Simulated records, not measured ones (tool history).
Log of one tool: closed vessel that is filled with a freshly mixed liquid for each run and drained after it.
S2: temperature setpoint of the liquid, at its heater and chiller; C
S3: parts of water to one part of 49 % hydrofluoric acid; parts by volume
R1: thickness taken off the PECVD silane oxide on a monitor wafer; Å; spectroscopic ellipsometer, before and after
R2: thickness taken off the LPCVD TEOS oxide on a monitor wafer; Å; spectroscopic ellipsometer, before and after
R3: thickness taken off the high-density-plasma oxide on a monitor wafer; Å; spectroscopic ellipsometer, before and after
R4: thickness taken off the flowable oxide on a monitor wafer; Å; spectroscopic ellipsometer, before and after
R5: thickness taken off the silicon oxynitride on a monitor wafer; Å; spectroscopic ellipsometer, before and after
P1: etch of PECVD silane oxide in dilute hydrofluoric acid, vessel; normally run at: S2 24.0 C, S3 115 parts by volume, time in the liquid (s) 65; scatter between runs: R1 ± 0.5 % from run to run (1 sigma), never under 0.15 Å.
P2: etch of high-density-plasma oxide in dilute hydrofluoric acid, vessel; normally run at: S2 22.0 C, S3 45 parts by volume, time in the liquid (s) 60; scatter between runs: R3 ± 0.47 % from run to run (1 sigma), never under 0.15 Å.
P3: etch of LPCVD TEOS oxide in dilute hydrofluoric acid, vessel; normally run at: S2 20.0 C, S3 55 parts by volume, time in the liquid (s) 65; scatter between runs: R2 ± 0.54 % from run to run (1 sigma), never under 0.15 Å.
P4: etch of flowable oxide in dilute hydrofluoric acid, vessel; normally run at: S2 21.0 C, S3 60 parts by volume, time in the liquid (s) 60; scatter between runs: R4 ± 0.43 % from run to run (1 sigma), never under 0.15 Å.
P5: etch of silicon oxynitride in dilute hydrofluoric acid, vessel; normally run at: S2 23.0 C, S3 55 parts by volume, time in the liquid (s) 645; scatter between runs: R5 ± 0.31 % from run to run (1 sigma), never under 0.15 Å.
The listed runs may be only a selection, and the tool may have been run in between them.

Run 1, day 0.250: process that ran P1, S2 24.0 C, S3 115 parts by volume, time in the liquid (s) 65. Result: R1 268.87 Å.
Run 2, day 0.488: process that ran P1, S2 24.0 C, S3 215 parts by volume, time in the liquid (s) 65. Result: R1 128.22 Å.
Run 3, day 0.696: process that ran P1, S2 24.0 C, S3 115 parts by volume, time in the liquid (s) 65. Result: R1 270.70 Å.
Run 4, day 0.833: process that ran P3, S2 26.5 C, S3 55 parts by volume, time in the liquid (s) 65. Result: R2 405.00 Å.
Run 5, day 0.950: process that ran P3, S2 20.0 C, S3 55 parts by volume, time in the liquid (s) 30. Result: R2 143.44 Å.
Run 6, day 1.104: process that ran P1, S2 30.5 C, S3 115 parts by volume, time in the liquid (s) 115. Result: R1 608.41 Å.
Run 7, day 1.350: process that ran P1, S2 24.0 C, S3 115 parts by volume, time in the liquid (s) 65. Result: R1 268.49 Å.
Run 8, day 1.488: process that ran P2, S2 22.0 C, S3 45 parts by volume, time in the liquid (s) 60. Result: R3 71.315 Å.
At day 1.542: hydrofluoric acid flow meter replaced.
Run 9, day 1.654: process that ran P1, S2 24.0 C, S3 50 parts by volume, time in the liquid (s) 65. Result: R1 671.29 Å.
Run 10, day 1.879: process that ran P4, S2 21.0 C, S3 60 parts by volume, time in the liquid (s) 115. Result: R4 645.72 Å.
Run 11, day 2.046: process that ran P1, S2 24.0 C, S3 115 parts by volume, time in the liquid (s) 100. Result: R1 420.01 Å.
Run 12, day 2.212: process that ran P1, S2 24.0 C, S3 115 parts by volume, time in the liquid (s) 65. Result: R1 268.78 Å.
Run 13, day 2.421: process that ran P1, S2 30.0 C, S3 115 parts by volume, time in the liquid (s) 65. Result: R1 341.65 Å.
Run 14, day 2.638: process that ran P2, S2 22.0 C, S3 70 parts by volume, time in the liquid (s) 60. Result: R3 44.630 Å.
Run 15, day 2.812: process that ran P1, S2 18.5 C, S3 115 parts by volume, time in the liquid (s) 65. Result: R1 216.05 Å.
Run 16, day 3.067: process that ran P4, S2 21.0 C, S3 105 parts by volume, time in the liquid (s) 60. Result: R4 181.85 Å.
Run 17, day 3.229: process that ran P4, S2 27.5 C, S3 60 parts by volume, time in the liquid (s) 60. Result: R4 438.19 Å.
Run 18, day 3.467: process that ran P4, S2 21.0 C, S3 60 parts by volume, time in the liquid (s) 60. Result: R4 334.60 Å.
Run 19, day 3.642: process that ran P3, S2 20.0 C, S3 55 parts by volume, time in the liquid (s) 65. Result: R2 311.74 Å.
Run 20, day 3.783: process that ran P4, S2 21.0 C, S3 60 parts by volume, time in the liquid (s) 60. Result: R4 335.38 Å.
Run 21, day 3.996: process that ran P1, S2 24.0 C, S3 115 parts by volume, time in the liquid (s) 65. Result: R1 270.58 Å.
Run 22, day 4.183: process that ran P1, S2 24.0 C, S3 30 parts by volume, time in the liquid (s) 30. Result: R1 531.83 Å.
Run 23, day 4.321: process that ran P5, S2 23.0 C, S3 20 parts by volume, time in the liquid (s) 645. Result: R5 1176.60 Å.
Run 24, day 4.538: process that ran P2, S2 22.0 C, S3 45 parts by volume, time in the liquid (s) 100. Result: R3 118.140 Å.
Run 25, day 4.704: process that ran P1, S2 24.0 C, S3 115 parts by volume, time in the liquid (s) 65. Result: R1 269.34 Å.
Run 26, day 4.950: process that ran P5, S2 23.0 C, S3 55 parts by volume, time in the liquid (s) 645. Result: R5 418.94 Å.
Run 27, day 5.179: process that ran P3, S2 20.0 C, S3 30 parts by volume, time in the liquid (s) 65. Result: R2 582.84 Å.
Run 28, day 5.325: process that ran P5, S2 23.0 C, S3 55 parts by volume, time in the liquid (s) 205. Result: R5 133.24 Å.
Run 29, day 5.558: process that ran P3, S2 20.0 C, S3 55 parts by volume, time in the liquid (s) 65. Result: R2 312.10 Å.
Run 30, day 5.738: process that ran P5, S2 23.0 C, S3 55 parts by volume, time in the liquid (s) 645. Result: R5 419.18 Å.
Run 31, day 5.875: process that ran P5, S2 17.0 C, S3 55 parts by volume, time in the liquid (s) 645. Result: R5 308.79 Å.
Run 32, day 6.100: process that ran P1, S2 24.0 C, S3 115 parts by volume, time in the liquid (s) 30. Result: R1 123.13 Å.
Run 33, day 6.304: process that ran P2, S2 17.0 C, S3 45 parts by volume, time in the liquid (s) 60. Result: R3 57.388 Å.
Run 34, day 6.546: process that ran P1, S2 24.0 C, S3 115 parts by volume, time in the liquid (s) 65. Result: R1 273.33 Å.
Run 35, day 6.667: process that ran P1, S2 24.0 C, S3 115 parts by volume, time in the liquid (s) 65. Result: R1 274.76 Å.
Run 36, day 6.896: process that ran P1, S2 24.0 C, S3 115 parts by volume, time in the liquid (s) 65. Result: R1 280.44 Å.
Run 37, day 7.150: process that ran P1, S2 24.0 C, S3 115 parts by volume, time in the liquid (s) 65. Result: R1 285.79 Å.
Run 38, day 7.279: process that ran P1, S2 24.0 C, S3 115 parts by volume, time in the liquid (s) 65. Result: R1 290.46 Å.
Run 39, day 7.525: process that ran P1, S2 24.0 C, S3 115 parts by volume, time in the liquid (s) 65. Result: R1 290.18 Å.
Run 40, day 7.654: process that ran P1, S2 24.0 C, S3 115 parts by volume, time in the liquid (s) 65. Result: R1 290.12 Å.
Run 41, day 7.829: process that ran P1, S2 24.0 C, S3 115 parts by volume, time in the liquid (s) 65. Result: R1 293.46 Å.
Run 42, day 8.046: process that ran P1, S2 24.0 C, S3 115 parts by volume, time in the liquid (s) 65. Result: R1 292.40 Å.
Run 43, day 8.196: process that ran P1, S2 24.0 C, S3 115 parts by volume, time in the liquid (s) 65. Result: R1 292.74 Å.
Run 44, day 8.417: process that ran P1, S2 24.0 C, S3 115 parts by volume, time in the liquid (s) 65. Result: R1 295.11 Å.
Run 45, day 8.604: process that ran P1, S2 24.0 C, S3 115 parts by volume, time in the liquid (s) 65. Result: R1 293.29 Å.

Compared with where it was, what P1 gives has crept away. Each cause listed below fits the log as well as the rest, at the size given for it:
A: hydrofluoric acid flow above the setpoint (%) = 7.74
B: liquid hotter than its thermometer reads (K) = 2.18
The gradual shift began around day 6.546.

The check runs listed below each take one wafer, and their results are still question marks. Under which run would the listed causes lead to clearly different results?
Run check 1, day 8.792: process that ran P3, S2 23.0 C, S3 55 parts by volume, time in the liquid (s) 65. Result: R2 ?.
Run check 2, day 8.792: process that ran P2, S2 22.0 C, S3 60 parts by volume, time in the liquid (s) 60. Result: R3 ?.
Run check 3, day 8.792: process that ran P4, S2 25.0 C, S3 60 parts by volume, time in the liquid (s) 110. Result: R4 ?.
Run check 4, day 8.792: process that ran P5, S2 17.0 C, S3 55 parts by volume, time in the liquid (s) 645. Result: R5 ?.

Outcome of each check run for each possible cause:
  check  result    if A    if B
check 1      R2  380.36  384.06
check 2      R3  56.741  57.297
check 3      R4  787.48  793.14
check 4      R5  334.74  346.33
Distance between the nearest two causes, measured in the result of the check that separates them most: check 1 0.97 %; check 2 0.97 %; check 3 0.72 %; check 4 3.4 %
Only in check 4 would the causes give clearly different results; in the remaining checks their results would be nearly the same.

Check 4 was then run and gave: R5 334.43 Å. Which cause is it?

A is the cause: hydrofluoric acid flow above the setpoint (%).

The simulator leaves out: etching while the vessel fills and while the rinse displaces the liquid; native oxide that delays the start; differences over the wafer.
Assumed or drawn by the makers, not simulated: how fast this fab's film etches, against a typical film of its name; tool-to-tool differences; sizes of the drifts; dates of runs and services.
